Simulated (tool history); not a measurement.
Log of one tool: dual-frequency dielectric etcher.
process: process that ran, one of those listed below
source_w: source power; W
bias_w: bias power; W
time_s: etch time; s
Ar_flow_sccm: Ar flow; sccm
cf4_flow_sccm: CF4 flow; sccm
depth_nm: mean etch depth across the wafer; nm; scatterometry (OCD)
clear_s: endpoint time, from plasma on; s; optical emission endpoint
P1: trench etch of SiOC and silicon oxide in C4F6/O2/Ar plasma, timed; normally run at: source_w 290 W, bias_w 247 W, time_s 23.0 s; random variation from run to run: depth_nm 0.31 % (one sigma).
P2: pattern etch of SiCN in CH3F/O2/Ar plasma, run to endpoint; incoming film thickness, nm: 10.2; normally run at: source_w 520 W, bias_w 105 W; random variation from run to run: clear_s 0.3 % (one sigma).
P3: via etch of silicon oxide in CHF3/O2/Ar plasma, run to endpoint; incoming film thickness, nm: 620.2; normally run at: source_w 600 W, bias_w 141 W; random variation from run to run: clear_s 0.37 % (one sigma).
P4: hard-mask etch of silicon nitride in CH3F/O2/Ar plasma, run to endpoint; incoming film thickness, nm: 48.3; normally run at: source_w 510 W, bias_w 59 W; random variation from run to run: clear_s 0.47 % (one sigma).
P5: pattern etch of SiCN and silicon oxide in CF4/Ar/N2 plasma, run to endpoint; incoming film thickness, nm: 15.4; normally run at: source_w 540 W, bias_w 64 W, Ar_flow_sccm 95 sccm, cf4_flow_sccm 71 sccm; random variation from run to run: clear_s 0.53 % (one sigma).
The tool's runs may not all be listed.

run,hour,process,source_w,bias_w,time_s,Ar_flow_sccm,cf4_flow_sccm,hours since the last wet clean,hours since the last source power generator calibration,hours since the last bias power generator calibration,depth_nm,clear_s
1,10.4,P1,290,247,23.0,,,247.6,1242.4,1519.7,44.470,
2,25.5,P1,290,343,23.0,,,262.7,1257.5,1534.8,49.993,
3,41.2,P1,290,247,23.0,,,278.4,1273.2,1550.5,44.643,
4,49.1,P1,290,247,23.0,,,286.3,1281.1,1558.4,44.618,
5,63.0,P3,600,189,,,,300.2,1295.0,1572.3,,297.180
6,72.2,P1,290,247,23.0,,,309.4,1304.2,1581.5,44.446,
7,86.4,P1,290,336,13.0,,,323.6,1318.4,1595.7,28.037,
8,100.8,P3,360,141,,,,338.0,1332.8,1610.1,,401.850
9,116.1,P5,350,64,,95,71,353.3,1348.1,1625.4,,22.846
10,131.6,P5,540,64,,66,71,368.8,1363.6,1640.9,,14.670
11,142.7,P3,600,141,,,,379.9,1374.7,1652.0,,327.490
12,156.6,P2,310,105,,,,393.8,1388.6,1665.9,,24.698
13,174.3,P2,520,105,,,,411.5,1406.3,1683.6,,20.472
14,189.1,P4,730,59,,,,426.3,1421.1,1698.4,,59.097
15,197.3,P5,540,45,,95,71,434.5,1429.3,1706.6,,17.184
16,208.8,P1,290,247,23.0,,,446.0,1440.8,1718.1,44.580,
17,226.9,P1,370,151,23.0,,,464.1,1458.9,1736.2,41.660,
18,240.1,P5,540,64,,95,71,477.3,1472.1,1749.4,,15.464
19,250.4,P4,510,59,,,,487.6,1482.4,1759.7,,67.717
20,266.8,P3,600,141,,,,504.0,1498.8,1776.1,,328.810
21,277.8,P1,290,247,29.5,,,515.0,1509.8,1787.1,56.950,
22,290.1,P1,290,247,16.0,,,527.3,1522.1,1799.4,30.952,
23,304.4,P1,290,157,23.0,,,541.6,1536.4,1813.7,38.341,
24,322.1,P1,190,247,23.0,,,559.3,1554.1,1831.4,38.054,
25,336.7,P5,540,64,,95,96,573.9,1568.7,1846.0,,14.753
26,353.3,P5,540,64,,95,71,590.5,1585.3,1862.6,,15.466
27,365.6,P4,510,41,,,,602.8,1597.6,1874.9,,75.871
28,382.9,P2,520,85,,,,620.1,1614.9,1892.2,,22.190
29,396.6,P1,380,247,23.0,,,633.8,1628.6,1905.9,49.174,
30,413.6,P1,290,247,23.0,,,650.8,1645.6,1922.9,44.286,
31,425.1,P4,510,59,,,,662.3,1657.1,1934.4,,66.500
32,438.8,P1,290,247,23.0,,,676.0,1670.8,1948.1,44.381,
33,451.5,P1,290,247,23.0,,,688.7,1683.5,1960.8,44.366,
34,469.1,P1,290,247,23.0,,,706.3,1701.1,1978.4,43.904,
35,481.5,P1,290,247,23.0,,,718.7,1713.5,1990.8,43.891,
36,496.2,P1,290,247,23.0,,,733.4,1728.2,2005.5,43.838,
37,504.7,P1,290,247,23.0,,,741.9,1736.7,2014.0,44.104,
# hour 506.9: wet clean of the chamber
38,512.6,P1,290,247,23.0,,,5.8,1744.6,2021.9,43.651,
39,526.1,P1,290,247,23.0,,,19.3,1758.1,2035.4,43.859,
40,539.5,P1,290,247,23.0,,,32.7,1771.5,2048.8,43.779,

What P1 gives has crept away from where it was. These 2 causes fit the log equally well, each at the size given:
A: bias power that arrives under what is set, % = 4.44
B: source power that arrives under what is set, % = 4.02
The creep began at about hour 438.8.
Why every other cause is out:
chamber walls in a state that lowers the etch rate, %: serviced at hour 506.9, which brought nothing back

4 check runs are offered, each on 3 wafers whose results are averaged, their results left as question marks. Which one tells the causes apart?
check 1,552.9,P2,330,105,,,,,,,,?
check 2,552.9,P3,400,170,,,,,,,,?
check 3,552.9,P4,690,45,,,,,,,,?
check 4,552.9,P5,370,45,,95,71,,,,,?

What each check would give under each cause:
check,result,if A,if B
check 1,clear_s,24.741,24.682
check 2,clear_s,365.890,365.940
check 3,clear_s,65.814,66.039
check 4,clear_s,24.460,25.029
How far apart the two closest causes lie, in the result that separates them most: check 1 0.24 %; check 2 0.02 %; check 3 0.34 %; check 4 2.3 %
Only check 4 tells the causes apart: in the others they would give nearly the same result.

Check 4 was then run and gave: clear_s 25.072 s. Which cause is it?

It is B: source power that arrives under what is set, %.

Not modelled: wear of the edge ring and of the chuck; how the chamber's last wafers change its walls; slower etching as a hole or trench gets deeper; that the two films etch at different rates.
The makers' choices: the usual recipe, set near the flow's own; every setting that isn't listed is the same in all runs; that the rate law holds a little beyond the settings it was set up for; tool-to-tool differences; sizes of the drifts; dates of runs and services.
